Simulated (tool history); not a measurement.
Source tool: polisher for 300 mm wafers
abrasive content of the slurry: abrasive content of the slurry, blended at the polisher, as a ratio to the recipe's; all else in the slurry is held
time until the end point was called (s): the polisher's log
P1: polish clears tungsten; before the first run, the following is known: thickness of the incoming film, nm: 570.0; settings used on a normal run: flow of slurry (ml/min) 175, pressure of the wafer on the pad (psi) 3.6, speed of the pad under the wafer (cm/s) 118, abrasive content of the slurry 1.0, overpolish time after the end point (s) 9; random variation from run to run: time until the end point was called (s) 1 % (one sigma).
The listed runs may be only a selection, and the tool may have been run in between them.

| run | hour | flow of slurry (ml/min) | pressure of the wafer on the pad (psi) | speed of the pad under the wafer (cm/s) | abrasive content of the slurry | overpolish time after the end point (s) | time until the end point was called (s) |
|---|---|---|---|---|---|---|---|
| 1 | 4.7 | 175 | 3.6 | 118 | 1.0 | 9 | 92.068 |
| 2 | 7.1 | 175 | 3.6 | 118 | 1.0 | 3 | 93.185 |
| 3 | 10.7 | 175 | 1.6 | 118 | 1.0 | 9 | 204.370 |
| 4 | 15.5 | 175 | 3.6 | 178 | 1.0 | 9 | 60.829 |
| 5 | 20.8 | 175 | 3.6 | 118 | 1.0 | 9 | 92.609 |
| 6 | 24.1 | 250 | 3.6 | 118 | 1.0 | 9 | 89.426 |
| 7 | 28.1 | 175 | 3.6 | 118 | 1.0 | 9 | 92.931 |
| 8 | 30.5 | 175 | 3.6 | 56 | 1.0 | 9 | 193.310 |
| 9 | 34.9 | 235 | 3.6 | 118 | 1.0 | 3 | 88.846 |
| 10 | 37.6 | 105 | 3.6 | 118 | 1.0 | 9 | 101.920 |
| 11 | 42.0 | 175 | 3.6 | 118 | 0.5 | 9 | 108.160 |
| 12 | 47.1 | 175 | 3.6 | 118 | 1.0 | 15 | 91.356 |
| 13 | 52.5 | 175 | 3.6 | 118 | 1.3 | 9 | 86.371 |
| 14 | 56.1 | 175 | 3.6 | 118 | 1.0 | 9 | 90.524 |
| 15 | 61.2 | 175 | 3.6 | 118 | 1.0 | 9 | 91.882 |
| 16 | 63.7 | 175 | 4.9 | 118 | 1.0 | 9 | 66.178 |
| 17 | 67.3 | 175 | 3.6 | 118 | 1.0 | 9 | 92.036 |
| 18 | 71.9 | 175 | 3.6 | 118 | 1.0 | 9 | 91.635 |
| 19 | 74.5 | 175 | 3.6 | 118 | 1.0 | 9 | 94.424 |
| 20 | 77.7 | 175 | 3.6 | 118 | 1.0 | 9 | 96.336 |
|  | 80.5 | head pressure recalibrated |
|  | 80.7 | worn pad replaced by a new one |
| 21 | 81.6 | 175 | 3.6 | 118 | 1.0 | 9 | 97.455 |
| 22 | 85.7 | 175 | 3.6 | 118 | 1.0 | 9 | 99.961 |

Run 23 has not been measured yet. What should we expect?
|  | 87.4 | slurry tank refilled with fresh slurry and peroxide |
| 23 | 88.7 | 175 | 3.6 | 118 | 1.0 | 9 | ? |

{"run 23": {"time until the end point was called (s)": 100.53}}
